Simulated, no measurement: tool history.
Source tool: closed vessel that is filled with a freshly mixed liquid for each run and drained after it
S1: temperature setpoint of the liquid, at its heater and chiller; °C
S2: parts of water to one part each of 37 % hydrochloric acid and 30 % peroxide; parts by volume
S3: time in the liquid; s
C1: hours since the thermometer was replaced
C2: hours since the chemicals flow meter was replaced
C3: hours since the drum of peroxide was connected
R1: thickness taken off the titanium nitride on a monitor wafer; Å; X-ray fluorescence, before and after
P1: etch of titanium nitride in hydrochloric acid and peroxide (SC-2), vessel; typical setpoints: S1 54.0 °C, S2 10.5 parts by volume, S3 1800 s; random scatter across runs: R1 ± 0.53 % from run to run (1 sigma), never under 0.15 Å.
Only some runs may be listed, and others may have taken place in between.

run  hour    S1    S2    S3      C1     C2     C3       R1
  1   2.2  54.0  10.5  1800  1035.6   62.6  457.9  303.760
  2   4.7  54.0  10.5  3455  1038.1   65.1  460.4  580.680
  3   8.5  54.0  10.5  1800  1041.9   68.9  464.2  299.720
  4  11.3  54.0  10.5   255  1044.7   71.7  467.0   42.667
  5  13.4  46.5  17.0  1800  1046.8   73.8  469.1  121.340
  6  16.4  66.5  10.5  1800  1049.8   76.8  472.1  660.570
  7  19.3  54.0  17.5  1800  1052.7   79.7  475.0  193.840
  8  21.6  54.0  10.5  1800  1055.0   82.0  477.3  304.010
  9  25.8  54.0  10.5  1800  1059.2   86.2  481.5  301.980
 10  28.9  54.0  10.5  1800  1062.3   89.3  484.6  304.610
 11  32.4  44.0  10.5  1800  1065.8   92.8  488.1  155.610
 12  34.9  54.0  10.5  1800  1068.3   95.3  490.6  303.030
 13  38.3  54.0  10.5  1800  1071.7   98.7  494.0  301.100
 14  41.5  54.0   4.0  1800  1074.9  101.9  497.2  626.700
 15  43.9  54.0  10.5  1800  1077.3  104.3  499.6  304.380
 16  48.0  54.0  10.5  1800  1081.4  108.4  503.7  318.990
 17  52.2  54.0  10.5  1800  1085.6  112.6  507.9  325.840
 18  54.7  54.0  10.5  1800  1088.1  115.1  510.4  329.030
 19  57.7  54.0  10.5  1800  1091.1  118.1  513.4  329.850
 20  60.2  54.0  10.5  1800  1093.6  120.6  515.9  328.990
 21  63.4  54.0  10.5  1800  1096.8  123.8  519.1  325.510

Something has made what P1 gives creep away from where it was; the 2 causes below, each at its own stated size, fit the log equally well:
A: liquid hotter than its thermometer reads (K) = 1.33
B: chemicals flow above the setpoint (%) = 10.8
Onset of the creep was near hour 43.9.
Every other cause this tool's parts could produce, and why it does not fit the log:
peroxide weaker than its label (%): at its largest 8, which would move R1 by -7.4 %, too little to match the creep or of the wrong sign

You are offered 4 check runs, listed below with question marks in place of their results; each one averages 3 wafers. Which run separates the listed causes by giving clearly different results for each?
check 1  66.6  60.5  10.5  1040               ?
check 2  66.6  44.0  10.5  3360               ?
check 3  66.6  45.0   4.0  1800               ?
check 4  66.6  54.0  16.5   395               ?

Check results expected under each cause:
  check  result     if A     if B
check 1      R1  287.190  287.920
check 2      R1  316.080  314.100
check 3      R1  377.750  368.830
check 4      R1   48.848   49.081
Minimum pairwise separation of causes per check, each pair taken at its best-separating result: check 1 0.25 %; check 2 0.63 %; check 3 2.39 %; check 4 0.48 %
The other checks would show nearly matching results whichever cause is true, so check 3 is the only one that separates the causes.

Then check 3 was run and gave: R1 377.010 Å. Which cause is it?

The cause is A: liquid hotter than its thermometer reads (K).

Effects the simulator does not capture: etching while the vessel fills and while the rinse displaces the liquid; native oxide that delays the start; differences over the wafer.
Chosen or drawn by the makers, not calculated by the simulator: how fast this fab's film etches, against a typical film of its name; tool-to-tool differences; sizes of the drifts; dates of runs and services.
